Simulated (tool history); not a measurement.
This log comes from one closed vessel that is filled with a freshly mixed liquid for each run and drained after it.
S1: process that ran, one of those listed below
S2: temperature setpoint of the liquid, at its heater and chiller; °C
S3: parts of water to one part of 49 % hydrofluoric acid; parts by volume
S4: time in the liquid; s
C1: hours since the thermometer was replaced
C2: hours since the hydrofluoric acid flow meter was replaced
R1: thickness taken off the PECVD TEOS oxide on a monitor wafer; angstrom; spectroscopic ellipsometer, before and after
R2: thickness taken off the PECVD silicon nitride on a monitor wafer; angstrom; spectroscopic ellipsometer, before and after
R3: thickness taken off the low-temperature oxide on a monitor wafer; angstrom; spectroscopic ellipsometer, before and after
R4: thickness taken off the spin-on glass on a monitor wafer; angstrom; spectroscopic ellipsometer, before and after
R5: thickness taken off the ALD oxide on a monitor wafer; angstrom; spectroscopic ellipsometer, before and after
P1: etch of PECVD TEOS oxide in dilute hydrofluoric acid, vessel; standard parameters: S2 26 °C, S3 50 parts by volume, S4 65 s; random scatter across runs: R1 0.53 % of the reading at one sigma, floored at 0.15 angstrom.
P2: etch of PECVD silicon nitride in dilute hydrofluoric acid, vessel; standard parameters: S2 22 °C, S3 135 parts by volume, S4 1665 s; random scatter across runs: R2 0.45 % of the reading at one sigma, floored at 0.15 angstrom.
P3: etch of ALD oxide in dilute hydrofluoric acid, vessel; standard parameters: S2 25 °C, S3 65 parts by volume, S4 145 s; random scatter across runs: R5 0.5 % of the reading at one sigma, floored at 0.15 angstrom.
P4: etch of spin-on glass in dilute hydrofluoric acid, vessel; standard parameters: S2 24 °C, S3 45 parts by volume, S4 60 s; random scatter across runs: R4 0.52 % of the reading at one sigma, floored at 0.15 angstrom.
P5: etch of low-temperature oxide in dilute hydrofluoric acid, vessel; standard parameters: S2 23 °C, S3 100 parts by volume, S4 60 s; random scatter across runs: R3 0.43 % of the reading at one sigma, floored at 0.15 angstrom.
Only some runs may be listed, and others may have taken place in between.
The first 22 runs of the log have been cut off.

run 23 hour=150 | S1=P2 S2=22 S3=205 S4=1665 | C1=26.3 C2=525.9 | R2=344.41
run 24 hour=156 | S1=P3 S2=25 S3=110 S4=145 | C1=32.3 C2=531.9 | R5=135.7
run 25 hour=163.1 | S1=P5 S2=23 S3=100 S4=60 | C1=39.4 C2=539 | R3=143.14
run 26 hour=169.8 | S1=P1 S2=26 S3=50 S4=65 | C1=46.1 C2=545.7 | R1=207.52
run 27 hour=175.4 | S1=P1 S2=21.5 S3=50 S4=65 | C1=51.7 C2=551.3 | R1=174.4
run 28 hour=181.3 | S1=P2 S2=22 S3=135 S4=1665 | C1=57.6 C2=557.2 | R2=513.92
run 29 hour=189.2 | S1=P3 S2=25 S3=65 S4=145 | C1=65.5 C2=565.1 | R5=243.9
run 30 hour=196.5 | S1=P4 S2=24 S3=25 S4=60 | C1=72.8 C2=572.4 | R4=1098.9
run 31 hour=201.6 | S1=P5 S2=23 S3=60 S4=60 | C1=77.9 C2=577.5 | R3=250.06
run 32 hour=207.5 | S1=P1 S2=26 S3=30 S4=65 | C1=83.8 C2=583.4 | R1=355.66

The next listed run, before its measurement:
run 33 hour=215.1 | S1=P1 S2=26 S3=50 S4=65 | C1=91.4 C2=591 | R1=?

R1: 208.69 angstrom
